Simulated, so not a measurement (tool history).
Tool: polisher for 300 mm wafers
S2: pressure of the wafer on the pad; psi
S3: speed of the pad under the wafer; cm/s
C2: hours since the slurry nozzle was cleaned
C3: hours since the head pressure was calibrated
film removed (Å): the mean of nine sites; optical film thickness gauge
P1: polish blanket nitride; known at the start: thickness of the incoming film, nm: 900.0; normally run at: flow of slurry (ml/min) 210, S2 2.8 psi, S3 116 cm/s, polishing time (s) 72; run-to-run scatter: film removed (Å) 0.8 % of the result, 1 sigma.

{"run": 1, "day": 0.571, "flow of slurry (ml/min)": 210, "S2": 2.8, "S3": 116, "polishing time (s)": 72, "wafers polished on this pad": 676, "C2": 601.9, "C3": 209.4, "film removed (Å)": 1077.4}
{"run": 2, "day": 0.871, "flow of slurry (ml/min)": 210, "S2": 2.8, "S3": 116, "polishing time (s)": 72, "wafers polished on this pad": 761, "C2": 609.1, "C3": 216.6, "film removed (Å)": 1069.2}
{"run": 3, "day": 1.3, "flow of slurry (ml/min)": 210, "S2": 1.3, "S3": 116, "polishing time (s)": 72, "wafers polished on this pad": 883, "C2": 619.4, "C3": 226.9, "film removed (Å)": 501.5}
{"run": 4, "day": 1.617, "flow of slurry (ml/min)": 210, "S2": 2.8, "S3": 80, "polishing time (s)": 72, "wafers polished on this pad": 972, "C2": 627, "C3": 234.5, "film removed (Å)": 808.93}
{"run": 5, "day": 2.171, "flow of slurry (ml/min)": 125, "S2": 2.8, "S3": 116, "polishing time (s)": 72, "wafers polished on this pad": 1130, "C2": 640.3, "C3": 247.8, "film removed (Å)": 996.68}
{"run": 6, "day": 2.738, "flow of slurry (ml/min)": 330, "S2": 2.8, "S3": 116, "polishing time (s)": 72, "wafers polished on this pad": 1290, "C2": 653.9, "C3": 261.4, "film removed (Å)": 1135.7}
{"run": 7, "day": 3.183, "flow of slurry (ml/min)": 210, "S2": 1.8, "S3": 52, "polishing time (s)": 72, "wafers polished on this pad": 1417, "C2": 664.6, "C3": 272.1, "film removed (Å)": 367.16}
{"run": 8, "day": 3.5, "flow of slurry (ml/min)": 210, "S2": 2.8, "S3": 116, "polishing time (s)": 32, "wafers polished on this pad": 1507, "C2": 672.2, "C3": 279.7, "film removed (Å)": 481.19}
{"run": 9, "day": 3.817, "flow of slurry (ml/min)": 210, "S2": 2.8, "S3": 116, "polishing time (s)": 72, "wafers polished on this pad": 1596, "C2": 679.8, "C3": 287.3, "film removed (Å)": 1077.4}
{"run": 10, "day": 4.25, "flow of slurry (ml/min)": 210, "S2": 2.8, "S3": 156, "polishing time (s)": 72, "wafers polished on this pad": 1719, "C2": 690.2, "C3": 297.7, "film removed (Å)": 1368.1}
{"run": 11, "day": 4.588, "flow of slurry (ml/min)": 210, "S2": 2.8, "S3": 116, "polishing time (s)": 72, "wafers polished on this pad": 1815, "C2": 698.3, "C3": 305.8, "film removed (Å)": 1082.6}
{"run": 12, "day": 4.979, "flow of slurry (ml/min)": 270, "S2": 2.8, "S3": 68, "polishing time (s)": 72, "wafers polished on this pad": 1926, "C2": 707.7, "C3": 315.2, "film removed (Å)": 718.59}
{"run": 13, "day": 5.5, "flow of slurry (ml/min)": 210, "S2": 4.1, "S3": 116, "polishing time (s)": 72, "wafers polished on this pad": 2074, "C2": 720.2, "C3": 327.7, "film removed (Å)": 1586.3}
{"run": 14, "day": 6.083, "flow of slurry (ml/min)": 210, "S2": 2.8, "S3": 116, "polishing time (s)": 96, "wafers polished on this pad": 2239, "C2": 734.2, "C3": 341.7, "film removed (Å)": 1449.7}
{"run": 15, "day": 6.625, "flow of slurry (ml/min)": 210, "S2": 2.8, "S3": 116, "polishing time (s)": 72, "wafers polished on this pad": 2393, "C2": 747.2, "C3": 354.7, "film removed (Å)": 1082.8}
{"run": 16, "day": 6.958, "flow of slurry (ml/min)": 125, "S2": 2.8, "S3": 144, "polishing time (s)": 72, "wafers polished on this pad": 2487, "C2": 755.2, "C3": 362.7, "film removed (Å)": 1185.4}
{"run": 17, "day": 7.583, "flow of slurry (ml/min)": 210, "S2": 2.8, "S3": 116, "polishing time (s)": 72, "wafers polished on this pad": 2665, "C2": 770.2, "C3": 377.7, "film removed (Å)": 1074.5}
{"run": 18, "day": 7.946, "flow of slurry (ml/min)": 210, "S2": 2.8, "S3": 116, "polishing time (s)": 72, "wafers polished on this pad": 2768, "C2": 778.9, "C3": 386.4, "film removed (Å)": 1051.7}
{"run": 19, "day": 8.246, "flow of slurry (ml/min)": 210, "S2": 2.8, "S3": 116, "polishing time (s)": 72, "wafers polished on this pad": 2853, "C2": 786.1, "C3": 393.6, "film removed (Å)": 1055.3}
{"run": 20, "day": 8.683, "flow of slurry (ml/min)": 210, "S2": 2.8, "S3": 116, "polishing time (s)": 72, "wafers polished on this pad": 2977, "C2": 796.6, "C3": 404.1, "film removed (Å)": 1040.5}
{"run": 21, "day": 9.292, "flow of slurry (ml/min)": 210, "S2": 2.8, "S3": 116, "polishing time (s)": 72, "wafers polished on this pad": 3149, "C2": 811.2, "C3": 418.7, "film removed (Å)": 1021.9}
{"day": 9.438, "done": "worn pad replaced by a new one"}
{"run": 22, "day": 9.896, "flow of slurry (ml/min)": 210, "S2": 2.8, "S3": 116, "polishing time (s)": 72, "wafers polished on this pad": 130, "C2": 825.7, "C3": 433.2, "film removed (Å)": 1043.5}

Run 23 comes next. What will it give?
{"run": 23, "day": 10.325, "flow of slurry (ml/min)": 210, "S2": 2.8, "S3": 116, "polishing time (s)": 72, "wafers polished on this pad": 252, "C2": 836, "C3": 443.5, "film removed (Å)": "?"}

Run 23 gave film removed (Å) 1032.6.
